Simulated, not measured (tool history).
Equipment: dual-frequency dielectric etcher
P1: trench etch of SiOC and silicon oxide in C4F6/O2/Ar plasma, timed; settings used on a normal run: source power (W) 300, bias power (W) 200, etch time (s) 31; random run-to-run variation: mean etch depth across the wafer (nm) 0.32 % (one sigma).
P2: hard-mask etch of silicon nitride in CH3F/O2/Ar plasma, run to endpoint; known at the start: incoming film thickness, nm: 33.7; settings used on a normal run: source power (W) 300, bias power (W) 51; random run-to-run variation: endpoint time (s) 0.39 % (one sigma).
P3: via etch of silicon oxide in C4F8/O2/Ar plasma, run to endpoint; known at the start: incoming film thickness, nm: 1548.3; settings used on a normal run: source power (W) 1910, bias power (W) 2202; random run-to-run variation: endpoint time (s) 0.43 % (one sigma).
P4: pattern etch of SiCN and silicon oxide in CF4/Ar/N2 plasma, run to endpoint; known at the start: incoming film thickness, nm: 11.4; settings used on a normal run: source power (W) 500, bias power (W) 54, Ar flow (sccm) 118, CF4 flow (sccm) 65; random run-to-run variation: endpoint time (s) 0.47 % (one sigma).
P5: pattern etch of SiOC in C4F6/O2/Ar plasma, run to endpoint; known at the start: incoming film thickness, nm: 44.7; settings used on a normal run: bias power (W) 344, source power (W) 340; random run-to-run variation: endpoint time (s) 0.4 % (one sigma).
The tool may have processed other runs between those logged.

run   hour  process that ran  source power (W)  bias power (W)  etch time (s)  Ar flow (sccm)  CF4 flow (sccm)  mean etch depth across the wafer (nm)  endpoint time (s)
  1   11.7                P1               300             200             31                                                                  58.599
  2   17.7                P4               500              54                             85               65                                                    12.952
  3   28.8                P5               230             344                                                                                                    21.082
  4     38                P2               300              63                                                                                                    57.131
  5   45.3                P3              1910            2202                                                                                                     296.3
  6   53.6                P2               300              51                                                                                                    61.457
  7   62.2                P4               500              54                            118               65                                                     13.58
  8     74                P1               240             200           44.5                                                                  76.442
  9   82.5                P1               300             118             31                                                                  49.014
 10   95.3                P4               640              54                            118               65                                                    10.941
 11  107.9                P1               370             200             31                                                                   62.85
 12  118.6                P1               170             200             31                                                                   46.58
 13  129.2                P1               300             200             31                                                                  58.116
 14    135                P1               300             200             31                                                                  57.887
 15  148.3                P3              1910            2202                                                                                                    296.16
 16    155                P1               230             249             31                                                                  56.707
 17  168.2                P1               300             200             31                                                                  58.171
 18  181.3                P2               170              51                                                                                                    75.527
 19  190.6                P4               500              54                            118               65                                                    13.654
 20  198.4                P3              1910            2650                                                                                                       284
 21  210.1                P1               300             200             31                                                                  58.263
 22  221.2                P5               340             344                                                                                                    18.288
 23  232.2                P1               300             279             31                                                                  64.897
 24  240.4                P1               300             247             24                                                                  48.403
 25  252.3                P5               340             429                                                                                                    16.838
 26  264.1                P1               300             200             44                                                                  82.237
 27  275.7                P1               300             200             31                                                                  58.039
 28    283                P1               300             200           21.5                                                                  40.486
 29    293                P2               300              51                                                                                                     60.79
 30    306                P4               500              33                            118               65                                                    15.787
 31  316.8                P4               500              54                            118               42                                                    14.705
 32  327.9                P3              1150            2202                                                                                                    363.46
 33  338.9                P1               300             200             31                                                                  57.878
 34  347.5                P1               300             200             31                                                                  58.567
 35  355.2                P1               300             200             31                                                                  58.685
 36  362.9                P1               300             200             31                                                                  59.015
 37  372.2                P1               300             200             31                                                                  58.853
 38  382.6                P1               300             200             31                                                                    58.9
     393.3  -- wet clean of the chamber
 39  393.7                P1               300             200             31                                                                   59.08
 40  406.2                P1               300             200             31                                                                  59.278
 41  418.6                P1               300             200             31                                                                  59.217

P1 has crept away from where it was. The log is fitted equally well by each of these 2 causes, at the sizes shown:
A: bias power that arrives over what is set, % = 4.99
B: source power that arrives over what is set, % = 4.29
Onset of the creep was near hour 338.9.
Excluded causes, each with its reason:
chamber walls in a state that raises the etch rate, %: serviced at hour 393.3, after the change had begun; the process did not return to its earlier output

Each of the check runs listed below is run on 3 wafers and reports their average, with the results left as question marks. Pick the one under which the possible causes would lead to clearly different results.
check 1   431                P2               300              51                                                                                                         ?
check 2   431                P3              1910            2202                                                                                                         ?
check 3   431                P4               500              54                            118               65                                                         ?
check 4   431                P5               340             344                                                                                                         ?

What every check run would give for each of its results, assuming each possible cause in turn:
  check             result    if A    if B
check 1  endpoint time (s)  59.895  59.873
check 2  endpoint time (s)  293.47  292.79
check 3  endpoint time (s)  13.393  13.111
check 4  endpoint time (s)  17.898  17.927
How far apart the two closest causes lie, in the result that separates them most: check 1 0.04 %; check 2 0.23 %; check 3 2.13 %; check 4 0.16 %
The causes can be told apart only by check 3. The other checks would give nearly the same results under each of them.

Check 3 was then run and gave: endpoint time (s) 13.064. Which cause is it?

The correct cause is B, namely: source power that arrives over what is set, %.
